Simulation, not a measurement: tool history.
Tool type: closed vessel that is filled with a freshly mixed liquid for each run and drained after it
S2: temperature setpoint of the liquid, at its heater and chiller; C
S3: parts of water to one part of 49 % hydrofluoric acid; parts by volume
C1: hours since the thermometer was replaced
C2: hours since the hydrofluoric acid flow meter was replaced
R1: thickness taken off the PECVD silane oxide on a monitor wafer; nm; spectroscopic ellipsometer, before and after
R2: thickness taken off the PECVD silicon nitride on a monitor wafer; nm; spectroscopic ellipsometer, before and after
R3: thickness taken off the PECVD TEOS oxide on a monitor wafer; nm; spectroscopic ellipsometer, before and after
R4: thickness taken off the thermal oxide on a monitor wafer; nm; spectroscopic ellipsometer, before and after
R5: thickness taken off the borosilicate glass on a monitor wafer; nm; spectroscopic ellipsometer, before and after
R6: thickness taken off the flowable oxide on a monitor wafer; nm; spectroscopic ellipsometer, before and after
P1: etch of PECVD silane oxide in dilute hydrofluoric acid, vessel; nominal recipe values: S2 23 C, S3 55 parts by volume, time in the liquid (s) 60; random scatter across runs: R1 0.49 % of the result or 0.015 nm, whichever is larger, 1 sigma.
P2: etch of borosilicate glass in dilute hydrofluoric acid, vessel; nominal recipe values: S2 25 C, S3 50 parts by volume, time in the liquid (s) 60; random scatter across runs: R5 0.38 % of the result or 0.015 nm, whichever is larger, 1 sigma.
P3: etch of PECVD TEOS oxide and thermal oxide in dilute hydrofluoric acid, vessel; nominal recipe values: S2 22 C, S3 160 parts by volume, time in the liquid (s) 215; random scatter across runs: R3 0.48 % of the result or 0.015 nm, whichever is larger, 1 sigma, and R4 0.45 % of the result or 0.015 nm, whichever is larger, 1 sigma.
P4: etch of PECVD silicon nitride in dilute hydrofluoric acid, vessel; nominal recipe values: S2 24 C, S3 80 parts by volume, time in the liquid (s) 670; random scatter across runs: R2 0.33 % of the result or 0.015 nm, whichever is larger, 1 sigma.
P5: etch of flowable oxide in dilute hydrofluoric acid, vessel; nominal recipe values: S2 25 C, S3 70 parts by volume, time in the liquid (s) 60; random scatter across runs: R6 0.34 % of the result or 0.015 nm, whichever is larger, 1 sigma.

{"run": 1, "hour": 12.3, "process that ran": "P1", "S2": 23, "S3": 55, "time in the liquid (s)": 60, "C1": 182, "C2": 427.5, "R1": 26.257}
{"run": 2, "hour": 27.6, "process that ran": "P4", "S2": 24, "S3": 80, "time in the liquid (s)": 70, "C1": 197.3, "C2": 442.8, "R2": 4.5631}
{"run": 3, "hour": 35.5, "process that ran": "P3", "S2": 28, "S3": 160, "time in the liquid (s)": 215, "C1": 205.2, "C2": 450.7, "R3": 41.315, "R4": 7.1328}
{"run": 4, "hour": 45.6, "process that ran": "P2", "S2": 25, "S3": 50, "time in the liquid (s)": 60, "C1": 215.3, "C2": 460.8, "R5": 67.982}
{"run": 5, "hour": 53.2, "process that ran": "P4", "S2": 24, "S3": 20, "time in the liquid (s)": 670, "C1": 222.9, "C2": 468.4, "R2": 167.99}
{"run": 6, "hour": 61.1, "process that ran": "P1", "S2": 23, "S3": 25, "time in the liquid (s)": 30, "C1": 230.8, "C2": 476.3, "R1": 30.358}
{"run": 7, "hour": 74.0, "process that ran": "P1", "S2": 23, "S3": 55, "time in the liquid (s)": 60, "C1": 243.7, "C2": 489.2, "R1": 26.517}
{"run": 8, "hour": 83.7, "process that ran": "P3", "S2": 22, "S3": 245, "time in the liquid (s)": 215, "C1": 253.4, "C2": 498.9, "R3": 19.697, "R4": 3.3783}
{"run": 9, "hour": 92.8, "process that ran": "P4", "S2": 20, "S3": 80, "time in the liquid (s)": 670, "C1": 262.5, "C2": 508, "R2": 33.383}
{"run": 10, "hour": 101.0, "process that ran": "P3", "S2": 22, "S3": 160, "time in the liquid (s)": 215, "C1": 270.7, "C2": 516.2, "R3": 33.073, "R4": 5.6825}
{"run": 11, "hour": 116.0, "process that ran": "P1", "S2": 29.5, "S3": 55, "time in the liquid (s)": 60, "C1": 285.7, "C2": 531.2, "R1": 34.337}
{"run": 12, "hour": 125.7, "process that ran": "P1", "S2": 17, "S3": 55, "time in the liquid (s)": 60, "C1": 295.4, "C2": 540.9, "R1": 20.656}
{"run": 13, "hour": 134.6, "process that ran": "P1", "S2": 23, "S3": 55, "time in the liquid (s)": 60, "C1": 304.3, "C2": 549.8, "R1": 26.313}
{"run": 14, "hour": 148.9, "process that ran": "P5", "S2": 25, "S3": 105, "time in the liquid (s)": 60, "C1": 318.6, "C2": 564.1, "R6": 25.005}
{"hour": 157.1, "done": "thermometer replaced"}
{"run": 15, "hour": 158.0, "process that ran": "P2", "S2": 25, "S3": 50, "time in the liquid (s)": 30, "C1": 0.9, "C2": 573.2, "R5": 33.685}
{"run": 16, "hour": 171.5, "process that ran": "P1", "S2": 23, "S3": 55, "time in the liquid (s)": 105, "C1": 14.4, "C2": 586.7, "R1": 46.117}
{"run": 17, "hour": 180.7, "process that ran": "P1", "S2": 23, "S3": 55, "time in the liquid (s)": 35, "C1": 23.6, "C2": 595.9, "R1": 15.343}
{"run": 18, "hour": 189.2, "process that ran": "P5", "S2": 25, "S3": 70, "time in the liquid (s)": 30, "C1": 32.1, "C2": 604.4, "R6": 19.674}
{"run": 19, "hour": 204.3, "process that ran": "P5", "S2": 25, "S3": 70, "time in the liquid (s)": 60, "C1": 47.2, "C2": 619.5, "R6": 39.312}
{"run": 20, "hour": 218.4, "process that ran": "P2", "S2": 32, "S3": 50, "time in the liquid (s)": 60, "C1": 61.3, "C2": 633.6, "R5": 90.321}
{"run": 21, "hour": 231.6, "process that ran": "P4", "S2": 24, "S3": 80, "time in the liquid (s)": 670, "C1": 74.5, "C2": 646.8, "R2": 43.652}
{"run": 22, "hour": 240.5, "process that ran": "P5", "S2": 17, "S3": 70, "time in the liquid (s)": 60, "C1": 83.4, "C2": 655.7, "R6": 28.181}
{"run": 23, "hour": 251.3, "process that ran": "P1", "S2": 23, "S3": 55, "time in the liquid (s)": 60, "C1": 94.2, "C2": 666.5, "R1": 26.368}
{"run": 24, "hour": 258.3, "process that ran": "P1", "S2": 23, "S3": 20, "time in the liquid (s)": 60, "C1": 101.2, "C2": 673.5, "R1": 76.129}
{"run": 25, "hour": 272.3, "process that ran": "P1", "S2": 23, "S3": 55, "time in the liquid (s)": 60, "C1": 115.2, "C2": 687.5, "R1": 26.44}
{"run": 26, "hour": 278.9, "process that ran": "P2", "S2": 25, "S3": 50, "time in the liquid (s)": 60, "C1": 121.8, "C2": 694.1, "R5": 68.241}
{"run": 27, "hour": 286.6, "process that ran": "P1", "S2": 23, "S3": 100, "time in the liquid (s)": 60, "C1": 129.5, "C2": 701.8, "R1": 13.758}
{"run": 28, "hour": 298.7, "process that ran": "P1", "S2": 23, "S3": 20, "time in the liquid (s)": 90, "C1": 141.6, "C2": 713.9, "R1": 114.09}
{"run": 29, "hour": 314.1, "process that ran": "P1", "S2": 23, "S3": 20, "time in the liquid (s)": 95, "C1": 157, "C2": 729.3, "R1": 120.99}
{"run": 30, "hour": 326.0, "process that ran": "P1", "S2": 23, "S3": 55, "time in the liquid (s)": 60, "C1": 168.9, "C2": 741.2, "R1": 26.308}
{"run": 31, "hour": 332.9, "process that ran": "P1", "S2": 23, "S3": 55, "time in the liquid (s)": 60, "C1": 175.8, "C2": 748.1, "R1": 26.403}
{"run": 32, "hour": 348.3, "process that ran": "P2", "S2": 25, "S3": 75, "time in the liquid (s)": 60, "C1": 191.2, "C2": 763.5, "R5": 43.907}
{"run": 33, "hour": 355.0, "process that ran": "P3", "S2": 22, "S3": 160, "time in the liquid (s)": 345, "C1": 197.9, "C2": 770.2, "R3": 53.262, "R4": 9.1824}
{"run": 34, "hour": 368.9, "process that ran": "P1", "S2": 23, "S3": 55, "time in the liquid (s)": 60, "C1": 211.8, "C2": 784.1, "R1": 26.45}
{"run": 35, "hour": 378.2, "process that ran": "P1", "S2": 23, "S3": 55, "time in the liquid (s)": 60, "C1": 221.1, "C2": 793.4, "R1": 25.929}
{"run": 36, "hour": 389.6, "process that ran": "P1", "S2": 23, "S3": 55, "time in the liquid (s)": 60, "C1": 232.5, "C2": 804.8, "R1": 25.426}
{"run": 37, "hour": 397.8, "process that ran": "P1", "S2": 23, "S3": 55, "time in the liquid (s)": 60, "C1": 240.7, "C2": 813, "R1": 25.416}
{"run": 38, "hour": 413.2, "process that ran": "P1", "S2": 23, "S3": 55, "time in the liquid (s)": 60, "C1": 256.1, "C2": 828.4, "R1": 25.188}
{"run": 39, "hour": 423.7, "process that ran": "P1", "S2": 23, "S3": 55, "time in the liquid (s)": 60, "C1": 266.6, "C2": 838.9, "R1": 25.129}
{"run": 40, "hour": 434.4, "process that ran": "P1", "S2": 23, "S3": 55, "time in the liquid (s)": 60, "C1": 277.3, "C2": 849.6, "R1": 24.937}
{"run": 41, "hour": 448.4, "process that ran": "P1", "S2": 23, "S3": 55, "time in the liquid (s)": 60, "C1": 291.3, "C2": 863.6, "R1": 24.934}
{"run": 42, "hour": 457.8, "process that ran": "P1", "S2": 23, "S3": 55, "time in the liquid (s)": 60, "C1": 300.7, "C2": 873, "R1": 24.903}

For run 43, what comes out?
{"run": 43, "hour": 467.0, "process that ran": "P1", "S2": 23, "S3": 55, "time in the liquid (s)": 60, "C1": 309.9, "C2": 882.2, "R1": "?"}

{"run 43": {"R1": 25.076}}
